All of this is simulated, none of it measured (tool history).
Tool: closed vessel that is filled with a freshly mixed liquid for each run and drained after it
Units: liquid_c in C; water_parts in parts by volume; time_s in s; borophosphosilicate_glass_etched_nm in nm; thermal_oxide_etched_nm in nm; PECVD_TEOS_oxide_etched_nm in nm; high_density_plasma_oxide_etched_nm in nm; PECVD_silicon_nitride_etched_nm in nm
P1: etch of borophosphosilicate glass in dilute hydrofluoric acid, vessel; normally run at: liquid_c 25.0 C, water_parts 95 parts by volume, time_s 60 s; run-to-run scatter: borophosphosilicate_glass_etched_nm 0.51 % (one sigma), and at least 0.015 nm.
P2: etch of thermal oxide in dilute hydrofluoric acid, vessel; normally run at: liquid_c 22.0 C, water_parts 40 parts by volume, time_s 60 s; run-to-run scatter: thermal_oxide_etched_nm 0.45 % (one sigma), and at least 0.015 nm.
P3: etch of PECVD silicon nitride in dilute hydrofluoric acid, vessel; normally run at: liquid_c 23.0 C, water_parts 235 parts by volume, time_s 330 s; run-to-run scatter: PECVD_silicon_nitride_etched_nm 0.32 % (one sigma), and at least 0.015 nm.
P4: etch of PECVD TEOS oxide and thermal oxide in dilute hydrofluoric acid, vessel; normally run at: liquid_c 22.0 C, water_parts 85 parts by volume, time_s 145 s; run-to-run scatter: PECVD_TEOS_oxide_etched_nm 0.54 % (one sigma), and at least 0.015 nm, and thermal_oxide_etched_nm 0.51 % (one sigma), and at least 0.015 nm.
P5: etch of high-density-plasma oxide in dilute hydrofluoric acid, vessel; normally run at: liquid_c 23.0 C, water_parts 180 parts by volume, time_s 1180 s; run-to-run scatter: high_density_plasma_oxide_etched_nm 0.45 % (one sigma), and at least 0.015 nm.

run   hour  process  liquid_c  water_parts  time_s  hours since the thermometer was replaced  hours since the hydrofluoric acid flow meter was replaced  borophosphosilicate_glass_etched_nm  thermal_oxide_etched_nm  PECVD_TEOS_oxide_etched_nm  high_density_plasma_oxide_etched_nm  PECVD_silicon_nitride_etched_nm
  1   14.8       P1      25.0           95      60                                    1824.8                                                     1289.9                               33.958
  2   26.2       P2      22.0           40     105                                    1836.2                                                     1301.3                                                       11.9620
  3   34.0       P4      22.0           85     145                                    1844.0                                                     1309.1                                                        7.5635                     31.5970
  4   41.9       P5      23.0          180      75                                    1851.9                                                     1317.0                                                                                                                         1.8484
  5   53.8       P2      22.0           65      60                                    1863.8                                                     1328.9                                                        4.0812
  6   64.5       P1      25.0           95      60                                    1874.5                                                     1339.6                               33.656
  7   80.7       P5      23.0          180    1180                                    1890.7                                                     1355.8                                                                                                                        29.3560
  8   96.8       P1      25.0           95     115                                    1906.8                                                     1371.9                               65.195
  9  111.6       P4      22.0          150     145                                    1921.6                                                     1386.7                                                        4.0153                     16.4270
 10  124.2       P1      25.0           35     100                                    1934.2                                                     1399.3                              166.240
 11  139.7       P3      23.0          235     330                                    1949.7                                                     1414.8                                                                                                                                                          6.6548
 12  147.7       P3      23.0          415     330                                    1957.7                                                     1422.8                                                                                                                                                          3.8232
 13  155.5       P1      33.0           95      60                                    1965.5                                                     1430.6                               46.381
 14  170.2       P5      23.0           55    1180                                    1980.2                                                     1445.3                                                                                                                       110.5000
 15  178.0       P1      25.0          160      60                                    1988.0                                                     1453.1                               18.569
 16  195.8       P2      26.0           40      60                                    2005.8                                                     1470.9                                                        8.0972
 17  211.4       P5      26.5          180    1180                                    2021.4                                                     1486.5                                                                                                                        33.3870
 18  227.5       P4      22.0           85      30                                    2037.5                                                     1502.6                                                        1.5588                      6.6381
 19  235.4       P1      25.0           95      60                                    2045.4                                                     1510.5                               34.001
 20  246.6       P2      22.0           40      60                                    2056.6                                                     1521.7                                                        6.8516
 21  255.3       P1      25.0           95      30                                    2065.3                                                     1530.4                               16.909
 22  270.6       P1      25.0           30      60                                    2080.6                                                     1545.7                              116.640

Forecast run 23:
 23  283.4       P5      23.0          180    1180                                    2093.4                                                     1558.5                                                                                                                              ?

high_density_plasma_oxide_etched_nm: 29.1560 nm
